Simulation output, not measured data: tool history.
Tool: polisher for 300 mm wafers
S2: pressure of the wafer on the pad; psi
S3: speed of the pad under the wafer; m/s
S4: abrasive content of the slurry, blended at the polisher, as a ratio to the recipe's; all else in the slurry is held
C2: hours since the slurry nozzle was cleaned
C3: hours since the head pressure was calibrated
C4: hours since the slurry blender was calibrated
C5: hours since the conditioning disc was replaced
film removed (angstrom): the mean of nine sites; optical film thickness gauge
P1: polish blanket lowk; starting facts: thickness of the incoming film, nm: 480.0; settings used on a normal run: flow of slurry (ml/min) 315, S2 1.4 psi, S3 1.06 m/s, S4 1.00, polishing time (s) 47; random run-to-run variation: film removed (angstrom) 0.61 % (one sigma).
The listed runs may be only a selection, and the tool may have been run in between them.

run 1 hour=10.6 | flow_of_slurry_(ml/min)=315 S2=1.4 S3=1.06 S4=1.00 polishing_time_(s)=47 | wafers_polished_on_this_pad=329 C2=330.2 C3=603.9 C4=33.8 C5=138.5 | film_removed_(angstrom)=138.240
run 2 hour=20.0 | flow_of_slurry_(ml/min)=315 S2=1.4 S3=1.06 S4=1.00 polishing_time_(s)=47 | wafers_polished_on_this_pad=418 C2=339.6 C3=613.3 C4=43.2 C5=147.9 | film_removed_(angstrom)=139.350
run 3 hour=31.2 | flow_of_slurry_(ml/min)=190 S2=1.4 S3=1.06 S4=1.00 polishing_time_(s)=47 | wafers_polished_on_this_pad=525 C2=350.8 C3=624.5 C4=54.4 C5=159.1 | film_removed_(angstrom)=131.540
run 4 hour=39.1 | flow_of_slurry_(ml/min)=465 S2=1.4 S3=1.06 S4=1.00 polishing_time_(s)=71 | wafers_polished_on_this_pad=601 C2=358.7 C3=632.4 C4=62.3 C5=167.0 | film_removed_(angstrom)=216.220
run 5 hour=44.5 | flow_of_slurry_(ml/min)=500 S2=1.4 S3=1.06 S4=1.00 polishing_time_(s)=47 | wafers_polished_on_this_pad=652 C2=364.1 C3=637.8 C4=67.7 C5=172.4 | film_removed_(angstrom)=143.420
-- hour=51.4 slurry nozzle cleaned
run 6 hour=56.8 | flow_of_slurry_(ml/min)=315 S2=1.4 S3=1.06 S4=1.30 polishing_time_(s)=70 | wafers_polished_on_this_pad=769 C2=5.5 C3=650.1 C4=80.0 C5=184.7 | film_removed_(angstrom)=233.490
run 7 hour=67.9 | flow_of_slurry_(ml/min)=315 S2=1.4 S3=1.06 S4=1.00 polishing_time_(s)=61 | wafers_polished_on_this_pad=875 C2=16.6 C3=661.2 C4=91.1 C5=195.8 | film_removed_(angstrom)=179.450
run 8 hour=78.6 | flow_of_slurry_(ml/min)=315 S2=0.7 S3=1.06 S4=1.00 polishing_time_(s)=47 | wafers_polished_on_this_pad=977 C2=27.3 C3=671.9 C4=101.8 C5=206.5 | film_removed_(angstrom)=69.539
run 9 hour=87.9 | flow_of_slurry_(ml/min)=315 S2=1.4 S3=1.06 S4=1.00 polishing_time_(s)=47 | wafers_polished_on_this_pad=1066 C2=36.6 C3=681.2 C4=111.1 C5=215.8 | film_removed_(angstrom)=139.240
run 10 hour=96.4 | flow_of_slurry_(ml/min)=315 S2=1.4 S3=1.06 S4=1.00 polishing_time_(s)=47 | wafers_polished_on_this_pad=1147 C2=45.1 C3=689.7 C4=119.6 C5=224.3 | film_removed_(angstrom)=139.110
run 11 hour=108.4 | flow_of_slurry_(ml/min)=315 S2=1.4 S3=0.48 S4=1.00 polishing_time_(s)=47 | wafers_polished_on_this_pad=1261 C2=57.1 C3=701.7 C4=131.6 C5=236.3 | film_removed_(angstrom)=73.766
-- hour=115.3 conditioning disc replaced and pad reconditioned
run 12 hour=119.4 | flow_of_slurry_(ml/min)=315 S2=1.4 S3=1.06 S4=1.00 polishing_time_(s)=47 | wafers_polished_on_this_pad=1366 C2=68.1 C3=712.7 C4=142.6 C5=4.2 | film_removed_(angstrom)=138.470
run 13 hour=131.5 | flow_of_slurry_(ml/min)=315 S2=1.4 S3=1.62 S4=1.00 polishing_time_(s)=47 | wafers_polished_on_this_pad=1481 C2=80.2 C3=724.8 C4=154.7 C5=16.3 | film_removed_(angstrom)=195.770
run 14 hour=141.1 | flow_of_slurry_(ml/min)=315 S2=1.8 S3=1.06 S4=1.00 polishing_time_(s)=47 | wafers_polished_on_this_pad=1573 C2=89.8 C3=734.4 C4=164.3 C5=25.9 | film_removed_(angstrom)=178.580
-- hour=144.0 slurry blender recalibrated
run 15 hour=146.8 | flow_of_slurry_(ml/min)=315 S2=1.4 S3=1.06 S4=0.55 polishing_time_(s)=47 | wafers_polished_on_this_pad=1627 C2=95.5 C3=740.1 C4=2.8 C5=31.6 | film_removed_(angstrom)=101.160
run 16 hour=153.0 | flow_of_slurry_(ml/min)=315 S2=1.4 S3=1.06 S4=1.00 polishing_time_(s)=47 | wafers_polished_on_this_pad=1686 C2=101.7 C3=746.3 C4=9.0 C5=37.8 | film_removed_(angstrom)=138.320
run 17 hour=159.3 | flow_of_slurry_(ml/min)=315 S2=1.4 S3=1.06 S4=1.30 polishing_time_(s)=47 | wafers_polished_on_this_pad=1746 C2=108.0 C3=752.6 C4=15.3 C5=44.1 | film_removed_(angstrom)=155.850
run 18 hour=166.2 | flow_of_slurry_(ml/min)=315 S2=1.4 S3=1.06 S4=1.00 polishing_time_(s)=23 | wafers_polished_on_this_pad=1812 C2=114.9 C3=759.5 C4=22.2 C5=51.0 | film_removed_(angstrom)=67.977
run 19 hour=176.7 | flow_of_slurry_(ml/min)=315 S2=1.4 S3=1.06 S4=1.00 polishing_time_(s)=47 | wafers_polished_on_this_pad=1912 C2=125.4 C3=770.0 C4=32.7 C5=61.5 | film_removed_(angstrom)=140.380
run 20 hour=186.5 | flow_of_slurry_(ml/min)=315 S2=1.4 S3=1.06 S4=1.00 polishing_time_(s)=47 | wafers_polished_on_this_pad=2006 C2=135.2 C3=779.8 C4=42.5 C5=71.3 | film_removed_(angstrom)=131.660
run 21 hour=198.8 | flow_of_slurry_(ml/min)=315 S2=1.4 S3=1.06 S4=1.00 polishing_time_(s)=47 | wafers_polished_on_this_pad=2123 C2=147.5 C3=792.1 C4=54.8 C5=83.6 | film_removed_(angstrom)=127.180
run 22 hour=205.1 | flow_of_slurry_(ml/min)=315 S2=1.4 S3=1.06 S4=1.00 polishing_time_(s)=47 | wafers_polished_on_this_pad=2183 C2=153.8 C3=798.4 C4=61.1 C5=89.9 | film_removed_(angstrom)=126.710
-- hour=210.1 head pressure recalibrated
run 23 hour=211.9 | flow_of_slurry_(ml/min)=315 S2=1.4 S3=1.06 S4=1.00 polishing_time_(s)=47 | wafers_polished_on_this_pad=2248 C2=160.6 C3=1.9 C4=67.9 C5=96.7 | film_removed_(angstrom)=124.300
run 24 hour=222.7 | flow_of_slurry_(ml/min)=315 S2=1.4 S3=1.06 S4=1.00 polishing_time_(s)=47 | wafers_polished_on_this_pad=2351 C2=171.4 C3=12.7 C4=78.7 C5=107.5 | film_removed_(angstrom)=123.590
-- hour=223.6 conditioning disc replaced and pad reconditioned
run 25 hour=229.9 | flow_of_slurry_(ml/min)=315 S2=1.4 S3=1.06 S4=1.00 polishing_time_(s)=47 | wafers_polished_on_this_pad=2420 C2=178.6 C3=19.9 C4=85.9 C5=6.3 | film_removed_(angstrom)=123.080
run 26 hour=240.9 | flow_of_slurry_(ml/min)=315 S2=1.4 S3=1.06 S4=1.00 polishing_time_(s)=47 | wafers_polished_on_this_pad=2524 C2=189.6 C3=30.9 C4=96.9 C5=17.3 | film_removed_(angstrom)=120.460
run 27 hour=248.3 | flow_of_slurry_(ml/min)=315 S2=1.4 S3=1.06 S4=1.00 polishing_time_(s)=47 | wafers_polished_on_this_pad=2595 C2=197.0 C3=38.3 C4=104.3 C5=24.7 | film_removed_(angstrom)=122.350
run 28 hour=256.8 | flow_of_slurry_(ml/min)=315 S2=1.4 S3=1.06 S4=1.00 polishing_time_(s)=47 | wafers_polished_on_this_pad=2676 C2=205.5 C3=46.8 C4=112.8 C5=33.2 | film_removed_(angstrom)=122.020

Compared with where it was, what P1 gives has crept away. Each cause listed below fits the log as well as the rest, at the size given for it:
A: abrasive missing from the slurry, % = 23.2
B: removal rate lost through wear of the pad, % = 12.1
At approximately hour 176.7, the process output began to creep.
What rules out each remaining cause:
slurry flow missing at the pad, %: at its largest 40, which would move film removed (angstrom) by -5.5 %, too little to match the creep or of the wrong sign
head's pressure below its setpoint, %: serviced at hour 210.1, which brought nothing back
time polished since the conditioner stopped cutting, s: serviced at hour 223.6, which brought nothing back

4 check runs are offered, each on 2 wafers whose results are averaged, their results left as question marks. Which one tells the causes apart?
run check 1 hour=265.3 | flow_of_slurry_(ml/min)=485 S2=0.8 S3=1.06 S4=1.00 polishing_time_(s)=47 | film_removed_(angstrom)=?
run check 2 hour=265.3 | flow_of_slurry_(ml/min)=315 S2=1.4 S3=1.06 S4=0.55 polishing_time_(s)=47 | film_removed_(angstrom)=?
run check 3 hour=265.3 | flow_of_slurry_(ml/min)=315 S2=1.4 S3=1.06 S4=1.00 polishing_time_(s)=58 | film_removed_(angstrom)=?
run check 4 hour=265.3 | flow_of_slurry_(ml/min)=315 S2=0.7 S3=1.40 S4=1.00 polishing_time_(s)=47 | film_removed_(angstrom)=?

Predicted outcomes, by check and by cause:
check=check_1 result=film_removed_(angstrom) if_A=71.983 if_B=71.961
check=check_2 result=film_removed_(angstrom) if_A=85.720 if_B=89.059
check=check_3 result=film_removed_(angstrom) if_A=150.820 if_B=150.780
check=check_4 result=film_removed_(angstrom) if_A=76.342 if_B=76.318
How far apart the two closest causes lie, in the result that separates them most: check 1 0.03 %; check 2 3.82 %; check 3 0.03 %; check 4 0.03 %
Check 2 distinguishes between the causes, while the remaining checks would return nearly the same result for all of them.

Then check 2 was run and gave: film removed (angstrom) 88.681. Which cause is it?

The cause is B: removal rate lost through wear of the pad, %.
